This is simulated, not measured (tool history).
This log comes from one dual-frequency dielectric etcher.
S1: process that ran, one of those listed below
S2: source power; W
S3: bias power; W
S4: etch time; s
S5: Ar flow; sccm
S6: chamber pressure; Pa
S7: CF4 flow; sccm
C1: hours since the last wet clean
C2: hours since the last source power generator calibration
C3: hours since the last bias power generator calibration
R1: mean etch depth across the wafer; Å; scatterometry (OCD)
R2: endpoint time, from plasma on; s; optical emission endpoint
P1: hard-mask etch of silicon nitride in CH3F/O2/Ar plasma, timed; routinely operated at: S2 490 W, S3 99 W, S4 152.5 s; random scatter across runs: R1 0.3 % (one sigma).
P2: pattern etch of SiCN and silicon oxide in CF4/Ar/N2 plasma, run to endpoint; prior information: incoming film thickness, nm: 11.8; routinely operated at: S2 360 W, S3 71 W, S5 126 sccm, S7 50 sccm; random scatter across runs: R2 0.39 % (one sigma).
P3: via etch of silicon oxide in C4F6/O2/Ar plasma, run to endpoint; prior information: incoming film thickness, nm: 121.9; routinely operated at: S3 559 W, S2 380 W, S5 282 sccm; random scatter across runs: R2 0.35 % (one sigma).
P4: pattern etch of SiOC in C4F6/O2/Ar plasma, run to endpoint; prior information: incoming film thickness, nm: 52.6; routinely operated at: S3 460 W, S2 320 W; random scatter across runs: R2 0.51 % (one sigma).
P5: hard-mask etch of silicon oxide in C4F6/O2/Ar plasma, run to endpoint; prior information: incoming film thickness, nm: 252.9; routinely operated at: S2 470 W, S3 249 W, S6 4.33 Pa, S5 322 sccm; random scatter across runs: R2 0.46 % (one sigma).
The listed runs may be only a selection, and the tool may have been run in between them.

run   hour  S1   S2   S3     S4   S5    S6  S7     C1     C2      C3       R1      R2
  1   13.7  P1  490   99  152.5                 229.1  457.9  2645.1  1260.00
  2   24.1  P4  320  588                        239.5  468.3  2655.5           18.178
  3   32.3  P3  380  559         282            247.7  476.5  2663.7           26.575
  4   41.4  P5  470  298         322  4.33      256.8  485.6  2672.8           63.873
  5   48.2  P1  660   99   84.0                 263.6  492.4  2679.6   777.46
  6   55.5  P5  640  249         322  4.33      270.9  499.7  2686.9           59.671
  7   63.5  P1  490  137  152.5                 278.9  507.7  2694.9  1428.20
  8   73.7  P1  580   99  210.5                 289.1  517.9  2705.1  1866.30
  9   81.4  P5  470  249         322  4.33      296.8  525.6  2712.8           68.611
 10   94.3  P4  390  460                        309.7  538.5  2725.7           18.654
 11  101.1  P3  380  559         349            316.5  545.3  2732.5           26.835
 12  111.3  P1  490   99   94.0                 326.7  555.5  2742.7   782.10
 13  124.2  P2  360   71         126        50  339.6  568.4  2755.6           18.882
 14  133.2  P2  360   71          81        50  348.6  577.4  2764.6           17.705
 15  144.4  P1  490   62  152.5                 359.8  588.6  2775.8  1076.40
 16  158.5  P1  310   99  152.5                 373.9  602.7  2789.9  1065.40
 17  168.6  P1  490   99  152.5                 384.0  612.8  2800.0  1265.10
 18  182.9  P4  320  460                        398.3  627.1  2814.3           20.184
 19  195.7  P4  320  460                        411.1  639.9  2827.1           20.001
 20  205.6  P1  490   99  152.5                 421.0  649.8  2837.0  1262.20
 21  214.5  P1  490   99  152.5                 429.9  658.7  2845.9  1262.30
 22  221.2  P5  470  249         431  4.33      436.6  665.4  2852.6           69.749
 23  230.9  P1  490   99  152.5                 446.3  675.1  2862.3  1269.90
 24  242.5  P2  360   71         126        39  457.9  686.7  2873.9           19.861
 25  252.0  P1  490   99  152.5                 467.4  696.2  2883.4  1266.00
 26  261.0  P1  490   74  211.5                 476.4  705.2  2892.4  1581.40
 27  270.8  P2  360   45         126        50  486.2  715.0  2902.2           22.261
 28  279.4  P2  500   71         126        50  494.8  723.6  2910.8           14.172
 29  289.9  P1  590   99  152.5                 505.3  734.1  2921.3  1355.90
 30  303.6  P3  380  690         282            519.0  747.8  2935.0           24.319
 31  317.0  P5  470  249         322  5.60      532.4  761.2  2948.4           69.889
 32  328.3  P1  490   99  211.0                 543.7  772.5  2959.7  1762.80
 33  342.3  P5  470  249         322  4.33      557.7  786.5  2973.7           67.806
 34  350.8  P3  240  559         282            566.2  795.0  2982.2           31.203
 35  361.3  P1  490   99  152.5                 576.7  805.5  2992.7  1266.20
 36  368.8  P1  490   99  152.5                 584.2  813.0  3000.2  1262.20
 37  381.1  P1  490   99  152.5                 596.5  825.3  3012.5  1253.80
 38  390.7  P1  490   99  152.5                 606.1  834.9  3022.1  1252.70
 39  403.0  P1  490   99  152.5                 618.4  847.2  3034.4  1255.70
 40  414.7  P1  490   99  152.5                 630.1  858.9  3046.1  1243.40
 41  423.3  P1  490   99  152.5                 638.7  867.5  3054.7  1248.20
 42  432.9  P1  490   99  152.5                 648.3  877.1  3064.3  1245.70
     439.0  -- wet clean of the chamber
 43  446.4  P1  490   99  152.5                   7.4  890.6  3077.8  1244.10
 44  458.0  P1  490   99  152.5                  19.0  902.2  3089.4  1248.40
 45  466.0  P1  490   99  152.5                  27.0  910.2  3097.4  1243.10
 46  477.2  P1  490   99  152.5                  38.2  921.4  3108.6  1242.20

The output of P1 has drifted from where it used to be. Each of the 2 causes below, taken at the size shown beside it, accounts for the log equally well:
A: bias power that arrives under what is set, % = 4.14
B: source power that arrives under what is set, % = 3.99
At approximately hour 361.3, the process output began to creep.
Each remaining cause and why it is not a fit:
chamber walls in a state that lowers the etch rate, %: work on it at hour 439.0, done after the drift set in, did not restore what the process gave before

Which of the 4 check runs listed below, each an average over 2 wafers with its results shown as question marks, gives clearly different results under the different listed causes?
check 1  488.4  P3  240  559      341                             ?
check 2  488.4  P5  470  249      416  4.33                       ?
check 3  488.4  P4  320  569                                      ?
check 4  488.4  P2  500   71       81        50                   ?

Expected result of each check under each candidate cause:
  check  result    if A    if B
check 1      R2  32.348  32.297
check 2      R2  70.775  70.885
check 3      R2  18.732  18.707
check 4      R2  13.421  13.714
How far apart the two closest causes lie, in the result that separates them most: check 1 0.16 %; check 2 0.16 %; check 3 0.13 %; check 4 2.16 %
Only check 4 tells the causes apart: in the others they would give nearly the same result.

Check 4 has now been run. It gave: R2 13.406 s. Which of the candidate causes is it?

It is A: bias power that arrives under what is set, %.

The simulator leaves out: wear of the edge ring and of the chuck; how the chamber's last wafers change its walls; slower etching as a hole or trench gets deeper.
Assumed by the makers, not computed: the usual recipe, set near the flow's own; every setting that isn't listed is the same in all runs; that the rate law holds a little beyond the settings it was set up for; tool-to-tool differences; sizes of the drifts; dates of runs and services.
